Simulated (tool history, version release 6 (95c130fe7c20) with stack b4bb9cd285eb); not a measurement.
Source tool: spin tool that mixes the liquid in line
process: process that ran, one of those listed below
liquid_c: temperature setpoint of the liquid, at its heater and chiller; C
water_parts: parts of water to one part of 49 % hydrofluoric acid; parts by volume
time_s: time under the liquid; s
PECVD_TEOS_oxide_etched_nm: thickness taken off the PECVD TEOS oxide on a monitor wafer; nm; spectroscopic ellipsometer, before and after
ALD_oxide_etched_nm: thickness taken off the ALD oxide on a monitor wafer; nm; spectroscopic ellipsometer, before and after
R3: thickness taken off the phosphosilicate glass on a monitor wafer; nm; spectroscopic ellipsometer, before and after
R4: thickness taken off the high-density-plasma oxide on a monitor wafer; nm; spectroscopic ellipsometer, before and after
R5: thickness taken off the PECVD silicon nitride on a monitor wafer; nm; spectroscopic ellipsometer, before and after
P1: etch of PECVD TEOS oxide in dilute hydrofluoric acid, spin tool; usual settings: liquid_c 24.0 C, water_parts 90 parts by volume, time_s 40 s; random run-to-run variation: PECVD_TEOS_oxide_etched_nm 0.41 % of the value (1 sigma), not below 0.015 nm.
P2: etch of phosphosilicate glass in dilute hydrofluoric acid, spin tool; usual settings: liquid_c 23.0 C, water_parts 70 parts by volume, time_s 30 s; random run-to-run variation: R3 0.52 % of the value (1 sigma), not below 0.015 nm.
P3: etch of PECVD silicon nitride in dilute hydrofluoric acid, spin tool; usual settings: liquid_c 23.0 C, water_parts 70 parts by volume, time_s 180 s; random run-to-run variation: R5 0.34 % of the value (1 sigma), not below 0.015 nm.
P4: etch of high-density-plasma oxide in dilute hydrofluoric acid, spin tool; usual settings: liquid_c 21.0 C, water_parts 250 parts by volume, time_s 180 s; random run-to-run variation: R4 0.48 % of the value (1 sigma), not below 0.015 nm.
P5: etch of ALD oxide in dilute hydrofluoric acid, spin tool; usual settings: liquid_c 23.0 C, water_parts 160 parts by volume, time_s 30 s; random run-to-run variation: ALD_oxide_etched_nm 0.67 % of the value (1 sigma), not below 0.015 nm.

{"run": 1, "hour": 6.4, "process": "P1", "liquid_c": 24.0, "water_parts": 90, "time_s": 40, "PECVD_TEOS_oxide_etched_nm": 12.883}
{"run": 2, "hour": 11.7, "process": "P5", "liquid_c": 17.0, "water_parts": 160, "time_s": 30, "ALD_oxide_etched_nm": 3.5671}
{"run": 3, "hour": 18.6, "process": "P2", "liquid_c": 23.0, "water_parts": 70, "time_s": 15, "R3": 16.587}
{"run": 4, "hour": 23.2, "process": "P5", "liquid_c": 23.0, "water_parts": 160, "time_s": 30, "ALD_oxide_etched_nm": 4.4907}
{"run": 5, "hour": 27.9, "process": "P1", "liquid_c": 24.0, "water_parts": 125, "time_s": 15, "PECVD_TEOS_oxide_etched_nm": 3.3235}
{"run": 6, "hour": 33.3, "process": "P1", "liquid_c": 24.0, "water_parts": 90, "time_s": 40, "PECVD_TEOS_oxide_etched_nm": 12.916}
{"run": 7, "hour": 39.1, "process": "P2", "liquid_c": 28.0, "water_parts": 70, "time_s": 30, "R3": 40.137}
{"run": 8, "hour": 42.9, "process": "P4", "liquid_c": 17.0, "water_parts": 250, "time_s": 180, "R4": 3.9714}
{"run": 9, "hour": 47.9, "process": "P1", "liquid_c": 24.0, "water_parts": 135, "time_s": 40, "PECVD_TEOS_oxide_etched_nm": 8.157}
{"run": 10, "hour": 53.4, "process": "P3", "liquid_c": 23.0, "water_parts": 70, "time_s": 180, "R5": 10.612}
{"run": 11, "hour": 56.5, "process": "P4", "liquid_c": 21.0, "water_parts": 420, "time_s": 180, "R4": 2.3726}
{"run": 12, "hour": 62.6, "process": "P2", "liquid_c": 23.0, "water_parts": 35, "time_s": 30, "R3": 68.729}
{"run": 13, "hour": 66.5, "process": "P1", "liquid_c": 24.0, "water_parts": 150, "time_s": 75, "PECVD_TEOS_oxide_etched_nm": 13.541}
{"run": 14, "hour": 71.4, "process": "P1", "liquid_c": 24.0, "water_parts": 90, "time_s": 15, "PECVD_TEOS_oxide_etched_nm": 4.8605}
{"run": 15, "hour": 78.1, "process": "P1", "liquid_c": 24.0, "water_parts": 25, "time_s": 40, "PECVD_TEOS_oxide_etched_nm": 50.494}
{"run": 16, "hour": 83.5, "process": "P1", "liquid_c": 18.0, "water_parts": 90, "time_s": 40, "PECVD_TEOS_oxide_etched_nm": 10.167}
{"run": 17, "hour": 87.9, "process": "P3", "liquid_c": 23.0, "water_parts": 115, "time_s": 180, "R5": 6.4863}
{"run": 18, "hour": 93.0, "process": "P5", "liquid_c": 23.0, "water_parts": 235, "time_s": 30, "ALD_oxide_etched_nm": 2.8387}
{"run": 19, "hour": 99.1, "process": "P2", "liquid_c": 23.0, "water_parts": 70, "time_s": 30, "R3": 32.994}
{"run": 20, "hour": 103.0, "process": "P1", "liquid_c": 24.0, "water_parts": 90, "time_s": 40, "PECVD_TEOS_oxide_etched_nm": 12.965}
{"run": 21, "hour": 107.7, "process": "P3", "liquid_c": 18.5, "water_parts": 70, "time_s": 180, "R5": 7.7547}
{"run": 22, "hour": 114.1, "process": "P1", "liquid_c": 24.0, "water_parts": 30, "time_s": 65, "PECVD_TEOS_oxide_etched_nm": 67.655}
{"run": 23, "hour": 117.4, "process": "P1", "liquid_c": 24.0, "water_parts": 90, "time_s": 40, "PECVD_TEOS_oxide_etched_nm": 12.952}
{"run": 24, "hour": 122.8, "process": "P3", "liquid_c": 23.0, "water_parts": 70, "time_s": 320, "R5": 18.934}
{"run": 25, "hour": 126.0, "process": "P5", "liquid_c": 23.0, "water_parts": 160, "time_s": 30, "ALD_oxide_etched_nm": 4.6077}
{"run": 26, "hour": 132.3, "process": "P1", "liquid_c": 28.0, "water_parts": 90, "time_s": 40, "PECVD_TEOS_oxide_etched_nm": 15.151}
{"hour": 138.3, "done": "hydrofluoric acid flow meter replaced"}
{"run": 27, "hour": 139.5, "process": "P1", "liquid_c": 24.0, "water_parts": 90, "time_s": 75, "PECVD_TEOS_oxide_etched_nm": 24.156}
{"run": 28, "hour": 142.9, "process": "P1", "liquid_c": 24.0, "water_parts": 90, "time_s": 40, "PECVD_TEOS_oxide_etched_nm": 12.884}
{"run": 29, "hour": 149.1, "process": "P4", "liquid_c": 21.0, "water_parts": 250, "time_s": 180, "R4": 4.6553}
{"run": 30, "hour": 155.9, "process": "P5", "liquid_c": 23.0, "water_parts": 160, "time_s": 55, "ALD_oxide_etched_nm": 8.3685}
{"run": 31, "hour": 163.1, "process": "P4", "liquid_c": 21.0, "water_parts": 250, "time_s": 180, "R4": 4.6379}
{"run": 32, "hour": 167.1, "process": "P4", "liquid_c": 21.0, "water_parts": 250, "time_s": 40, "R4": 1.0338}
{"run": 33, "hour": 170.7, "process": "P1", "liquid_c": 24.0, "water_parts": 90, "time_s": 40, "PECVD_TEOS_oxide_etched_nm": 12.956}
{"run": 34, "hour": 174.2, "process": "P1", "liquid_c": 24.0, "water_parts": 90, "time_s": 40, "PECVD_TEOS_oxide_etched_nm": 12.673}
{"run": 35, "hour": 180.3, "process": "P1", "liquid_c": 24.0, "water_parts": 90, "time_s": 40, "PECVD_TEOS_oxide_etched_nm": 12.478}
{"run": 36, "hour": 184.7, "process": "P1", "liquid_c": 24.0, "water_parts": 90, "time_s": 40, "PECVD_TEOS_oxide_etched_nm": 12.428}
{"run": 37, "hour": 189.1, "process": "P1", "liquid_c": 24.0, "water_parts": 90, "time_s": 40, "PECVD_TEOS_oxide_etched_nm": 12.295}
{"run": 38, "hour": 195.3, "process": "P1", "liquid_c": 24.0, "water_parts": 90, "time_s": 40, "PECVD_TEOS_oxide_etched_nm": 12.127}
{"run": 39, "hour": 200.9, "process": "P1", "liquid_c": 24.0, "water_parts": 90, "time_s": 40, "PECVD_TEOS_oxide_etched_nm": 12.171}
{"run": 40, "hour": 204.7, "process": "P1", "liquid_c": 24.0, "water_parts": 90, "time_s": 40, "PECVD_TEOS_oxide_etched_nm": 12.038}
{"run": 41, "hour": 210.6, "process": "P1", "liquid_c": 24.0, "water_parts": 90, "time_s": 40, "PECVD_TEOS_oxide_etched_nm": 12.036}
{"run": 42, "hour": 216.5, "process": "P1", "liquid_c": 24.0, "water_parts": 90, "time_s": 40, "PECVD_TEOS_oxide_etched_nm": 12.007}
{"run": 43, "hour": 223.3, "process": "P1", "liquid_c": 24.0, "water_parts": 90, "time_s": 40, "PECVD_TEOS_oxide_etched_nm": 12.111}

Something has made what P1 gives creep away from where it was; the 2 causes below, each at its own stated size, fit the log equally well:
A: hydrofluoric acid flow below the setpoint (%) = 5.76
B: liquid colder than its thermometer reads (K) = 1.65
The drift started at roughly hour 170.7.

Question marks stand in for the results of the 4 check runs listed below, each run on one wafer. Under which run would the listed causes show clearly different results?
{"run": "check 1", "hour": 230.1, "process": "P2", "liquid_c": 23.0, "water_parts": 70, "time_s": 30, "R3": "?"}
{"run": "check 2", "hour": 230.1, "process": "P4", "liquid_c": 21.0, "water_parts": 250, "time_s": 180, "R4": "?"}
{"run": "check 3", "hour": 230.1, "process": "P5", "liquid_c": 23.0, "water_parts": 160, "time_s": 30, "ALD_oxide_etched_nm": "?"}
{"run": "check 4", "hour": 230.1, "process": "P3", "liquid_c": 23.0, "water_parts": 70, "time_s": 180, "R5": "?"}

Expected result of each check under each candidate cause:
check=check_1 result=R3 if_A=30.888 if_B=30.790
check=check_2 result=R4 if_A=4.2866 if_B=4.3384
check=check_3 result=ALD_oxide_etched_nm if_A=4.2126 if_B=4.2389
check=check_4 result=R5 if_A=10.0150 if_B=9.4934
Smallest distance between any two causes, each pair judged by its most separating result, in per cent: check 1 0.32 %; check 2 1.2 %; check 3 0.62 %; check 4 5.35 %
Only in check 4 would the causes give clearly different results; in the remaining checks their results would be nearly the same.

Then check 4 was run and gave: R5 10.0310 nm. Which cause is it?

It is A: hydrofluoric acid flow below the setpoint (%).
